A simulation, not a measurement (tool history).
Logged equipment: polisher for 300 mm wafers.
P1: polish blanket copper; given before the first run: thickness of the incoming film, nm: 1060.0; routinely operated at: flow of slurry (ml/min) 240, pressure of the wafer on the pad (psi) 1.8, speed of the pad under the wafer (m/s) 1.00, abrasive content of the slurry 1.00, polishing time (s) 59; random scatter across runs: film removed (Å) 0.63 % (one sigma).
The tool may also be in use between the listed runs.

| run | hour | flow of slurry (ml/min) | pressure of the wafer on the pad (psi) | speed of the pad under the wafer (m/s) | abrasive content of the slurry | polishing time (s) | wafers polished on this pad | hours since the slurry nozzle was cleaned | hours since the head pressure was calibrated | hours since the slurry blender was calibrated | film removed (Å) |
|---|---|---|---|---|---|---|---|---|---|---|---|
| 1 | 7.7 | 240 | 1.8 | 1.00 | 1.00 | 59 | 435 | 63.7 | 427.2 | 167.1 | 1098.30 |
| 2 | 14.0 | 240 | 1.8 | 1.00 | 1.45 | 59 | 513 | 70.0 | 433.5 | 173.4 | 1196.80 |
| 3 | 22.5 | 240 | 2.8 | 1.00 | 1.25 | 59 | 617 | 78.5 | 442.0 | 181.9 | 1788.30 |
| 4 | 27.7 | 240 | 1.8 | 0.46 | 1.00 | 59 | 681 | 83.7 | 447.2 | 187.1 | 508.95 |
| 5 | 37.1 | 240 | 1.8 | 1.00 | 1.00 | 79 | 797 | 93.1 | 456.6 | 196.5 | 1472.20 |
| 6 | 42.5 | 240 | 1.8 | 1.00 | 0.65 | 59 | 864 | 98.5 | 462.0 | 201.9 | 1009.60 |
| 7 | 47.5 | 240 | 1.8 | 1.00 | 1.00 | 59 | 925 | 103.5 | 467.0 | 206.9 | 1110.20 |
| 8 | 54.0 | 240 | 1.8 | 1.00 | 0.75 | 77 | 1005 | 110.0 | 473.5 | 213.4 | 1354.40 |
| 9 | 59.4 | 240 | 2.6 | 1.00 | 1.00 | 59 | 1072 | 115.4 | 478.9 | 218.8 | 1578.60 |
| 10 | 65.8 | 240 | 1.8 | 1.00 | 1.00 | 59 | 1151 | 121.8 | 485.3 | 225.2 | 1107.20 |
| 11 | 74.1 | 340 | 1.8 | 1.00 | 1.00 | 59 | 1253 | 130.1 | 493.6 | 233.5 | 1137.60 |
| 12 | 81.4 | 240 | 1.1 | 1.00 | 1.00 | 59 | 1343 | 137.4 | 500.9 | 240.8 | 665.50 |
| 13 | 86.3 | 240 | 1.8 | 1.00 | 1.00 | 27 | 1403 | 142.3 | 505.8 | 245.7 | 505.07 |
| 14 | 93.9 | 145 | 1.8 | 1.00 | 1.00 | 59 | 1497 | 149.9 | 513.4 | 253.3 | 1026.50 |
|  | 95.1 | slurry nozzle cleaned |
| 15 | 103.5 | 240 | 1.8 | 1.42 | 1.00 | 59 | 1615 | 8.5 | 523.0 | 262.9 | 1565.70 |
| 16 | 112.0 | 240 | 1.8 | 1.00 | 1.00 | 59 | 1720 | 17.0 | 531.5 | 271.4 | 1106.30 |
| 17 | 120.2 | 240 | 1.8 | 1.00 | 1.00 | 59 | 1821 | 25.2 | 539.7 | 279.6 | 1113.90 |
| 18 | 127.3 | 240 | 1.8 | 1.00 | 1.00 | 59 | 1908 | 32.3 | 546.8 | 286.7 | 1087.10 |
| 19 | 137.5 | 240 | 1.8 | 1.00 | 1.00 | 59 | 2034 | 42.5 | 557.0 | 296.9 | 1075.10 |
| 20 | 147.2 | 240 | 1.8 | 1.00 | 1.00 | 59 | 2153 | 52.2 | 566.7 | 306.6 | 1051.30 |
|  | 150.1 | head pressure recalibrated |
| 21 | 155.7 | 240 | 1.8 | 1.00 | 1.00 | 59 | 2258 | 60.7 | 5.6 | 315.1 | 1040.50 |
| 22 | 162.1 | 240 | 1.8 | 1.00 | 1.00 | 59 | 2337 | 67.1 | 12.0 | 321.5 | 1051.20 |
|  | 165.8 | worn pad replaced by a new one |
| 23 | 168.4 | 240 | 1.8 | 1.00 | 1.00 | 59 | 32 | 73.4 | 18.3 | 327.8 | 1041.10 |
| 24 | 178.5 | 240 | 1.8 | 1.00 | 1.00 | 59 | 156 | 83.5 | 28.4 | 337.9 | 1041.20 |
| 25 | 187.0 | 240 | 1.8 | 1.00 | 1.00 | 59 | 261 | 92.0 | 36.9 | 346.4 | 1042.30 |

What does the tool deliver on the next run?
| 26 | 195.1 | 240 | 1.8 | 1.00 | 1.00 | 59 | 361 | 100.1 | 45.0 | 354.5 | ? |

film removed (Å): 1037.00

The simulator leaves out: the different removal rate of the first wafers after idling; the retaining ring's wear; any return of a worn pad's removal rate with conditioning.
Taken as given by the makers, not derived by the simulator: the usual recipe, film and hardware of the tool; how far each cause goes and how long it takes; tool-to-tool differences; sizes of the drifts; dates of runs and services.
